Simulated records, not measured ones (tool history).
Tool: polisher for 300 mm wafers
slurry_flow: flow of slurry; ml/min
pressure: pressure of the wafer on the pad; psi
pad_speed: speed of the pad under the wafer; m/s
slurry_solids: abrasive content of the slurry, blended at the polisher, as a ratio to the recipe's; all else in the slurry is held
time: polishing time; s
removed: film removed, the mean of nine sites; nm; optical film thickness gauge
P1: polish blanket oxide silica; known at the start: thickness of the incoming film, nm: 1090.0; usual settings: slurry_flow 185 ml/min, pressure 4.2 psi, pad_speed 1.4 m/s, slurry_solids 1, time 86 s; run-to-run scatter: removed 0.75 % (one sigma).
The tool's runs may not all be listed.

{"run": 1, "hour": 14.1, "slurry_flow": 185, "pressure": 4.2, "pad_speed": 1.4, "slurry_solids": 1, "time": 86, "removed": 317.61}
{"run": 2, "hour": 25.5, "slurry_flow": 240, "pressure": 4.2, "pad_speed": 1.4, "slurry_solids": 1, "time": 106, "removed": 404.89}
{"run": 3, "hour": 37.0, "slurry_flow": 185, "pressure": 4.2, "pad_speed": 1.4, "slurry_solids": 1.45, "time": 86, "removed": 368.31}
{"run": 4, "hour": 44.4, "slurry_flow": 185, "pressure": 4.2, "pad_speed": 1.4, "slurry_solids": 1, "time": 121, "removed": 446}
{"run": 5, "hour": 52.1, "slurry_flow": 185, "pressure": 4.2, "pad_speed": 1.4, "slurry_solids": 1, "time": 86, "removed": 316.14}
{"run": 6, "hour": 60.8, "slurry_flow": 185, "pressure": 2.1, "pad_speed": 1.4, "slurry_solids": 1, "time": 86, "removed": 157.46}
{"run": 7, "hour": 72.0, "slurry_flow": 185, "pressure": 4.2, "pad_speed": 0.7, "slurry_solids": 1, "time": 86, "removed": 183.51}
{"run": 8, "hour": 78.9, "slurry_flow": 185, "pressure": 4.2, "pad_speed": 1.4, "slurry_solids": 1, "time": 54, "removed": 195.44}
{"run": 9, "hour": 90.5, "slurry_flow": 290, "pressure": 4.2, "pad_speed": 0.78, "slurry_solids": 1, "time": 86, "removed": 210.24}
{"run": 10, "hour": 101.2, "slurry_flow": 185, "pressure": 4.2, "pad_speed": 1.4, "slurry_solids": 1, "time": 86, "removed": 314.73}
{"hour": 104.5, "done": "slurry blender recalibrated"}
{"run": 11, "hour": 115.3, "slurry_flow": 185, "pressure": 6.2, "pad_speed": 1.4, "slurry_solids": 1, "time": 86, "removed": 468.09}
{"run": 12, "hour": 125.0, "slurry_flow": 185, "pressure": 4.2, "pad_speed": 2.14, "slurry_solids": 1, "time": 86, "removed": 441.36}
{"run": 13, "hour": 132.6, "slurry_flow": 185, "pressure": 4.2, "pad_speed": 1.4, "slurry_solids": 1, "time": 86, "removed": 313.59}
{"run": 14, "hour": 145.5, "slurry_flow": 185, "pressure": 4.2, "pad_speed": 1.4, "slurry_solids": 0.55, "time": 86, "removed": 229.77}
{"run": 15, "hour": 154.8, "slurry_flow": 290, "pressure": 4.2, "pad_speed": 1.4, "slurry_solids": 1, "time": 86, "removed": 332.46}
{"run": 16, "hour": 166.6, "slurry_flow": 240, "pressure": 4.2, "pad_speed": 1.4, "slurry_solids": 1, "time": 53, "removed": 200.8}
{"run": 17, "hour": 177.8, "slurry_flow": 185, "pressure": 4.2, "pad_speed": 1.4, "slurry_solids": 1, "time": 86, "removed": 315.1}
{"run": 18, "hour": 189.6, "slurry_flow": 110, "pressure": 4.2, "pad_speed": 1.4, "slurry_solids": 1, "time": 86, "removed": 287.85}
{"run": 19, "hour": 196.4, "slurry_flow": 185, "pressure": 4.2, "pad_speed": 1.4, "slurry_solids": 1, "time": 86, "removed": 316.81}
{"run": 20, "hour": 202.7, "slurry_flow": 185, "pressure": 4.2, "pad_speed": 1.4, "slurry_solids": 1, "time": 86, "removed": 317.26}
{"run": 21, "hour": 214.6, "slurry_flow": 185, "pressure": 4.2, "pad_speed": 1.4, "slurry_solids": 1, "time": 86, "removed": 307.33}
{"run": 22, "hour": 223.2, "slurry_flow": 185, "pressure": 4.2, "pad_speed": 1.4, "slurry_solids": 1, "time": 86, "removed": 303.97}
{"run": 23, "hour": 230.0, "slurry_flow": 185, "pressure": 4.2, "pad_speed": 1.4, "slurry_solids": 1, "time": 86, "removed": 299.45}
{"run": 24, "hour": 238.4, "slurry_flow": 185, "pressure": 4.2, "pad_speed": 1.4, "slurry_solids": 1, "time": 86, "removed": 294.74}
{"hour": 238.8, "done": "slurry blender recalibrated"}
{"hour": 240.4, "done": "conditioning disc replaced and pad reconditioned"}
{"hour": 252.0, "done": "head pressure recalibrated"}
{"run": 25, "hour": 252.2, "slurry_flow": 185, "pressure": 4.2, "pad_speed": 1.4, "slurry_solids": 1, "time": 86, "removed": 292.9}
{"run": 26, "hour": 263.8, "slurry_flow": 185, "pressure": 4.2, "pad_speed": 1.4, "slurry_solids": 1, "time": 86, "removed": 293.39}
{"run": 27, "hour": 275.0, "slurry_flow": 185, "pressure": 4.2, "pad_speed": 1.4, "slurry_solids": 1, "time": 86, "removed": 287.75}
{"run": 28, "hour": 287.7, "slurry_flow": 185, "pressure": 4.2, "pad_speed": 1.4, "slurry_solids": 1, "time": 86, "removed": 289.53}

What P1 gives has crept away from where it was. These 2 causes fit the log equally well, each at the size given:
A: removal rate lost through wear of the pad, % = 8.22
B: slurry flow missing at the pad, % = 38
The creep began at about hour 202.7.
Why every other cause is out:
head's pressure below its setpoint, %: serviced at hour 252, which brought nothing back
abrasive missing from the slurry, %: serviced at hour 238.8, which brought nothing back
time polished since the conditioner stopped cutting, s: serviced at hour 240.4, which brought nothing back

4 check runs are offered, each on 5 wafers whose results are averaged, their results left as question marks. Which one tells the causes apart?
{"run": "check 1", "hour": 300.4, "slurry_flow": 185, "pressure": 4.2, "pad_speed": 1.4, "slurry_solids": 0.65, "time": 86, "removed": "?"}
{"run": "check 2", "hour": 300.4, "slurry_flow": 185, "pressure": 4.2, "pad_speed": 0.7, "slurry_solids": 1.45, "time": 86, "removed": "?"}
{"run": "check 3", "hour": 300.4, "slurry_flow": 185, "pressure": 2.8, "pad_speed": 1.4, "slurry_solids": 1, "time": 86, "removed": "?"}
{"run": "check 4", "hour": 300.4, "slurry_flow": 285, "pressure": 5.8, "pad_speed": 1.4, "slurry_solids": 1, "time": 86, "removed": "?"}

What each check would give under each cause:
check=check_1 result=removed if_A=233.04 if_B=233.03
check=check_2 result=removed if_A=193.97 if_B=193.96
check=check_3 result=removed if_A=193.38 if_B=193.38
check=check_4 result=removed if_A=421.38 if_B=433.55
How far apart the two closest causes lie, in the result that separates them most: check 1 0 %; check 2 0 %; check 3 0 %; check 4 2.85 %
Check 4 tells the causes apart: in the others they would give nearly the same result.

Check 4 was then run and gave: removed 433.48 nm. Which cause is it?

It is B: slurry flow missing at the pad, %.

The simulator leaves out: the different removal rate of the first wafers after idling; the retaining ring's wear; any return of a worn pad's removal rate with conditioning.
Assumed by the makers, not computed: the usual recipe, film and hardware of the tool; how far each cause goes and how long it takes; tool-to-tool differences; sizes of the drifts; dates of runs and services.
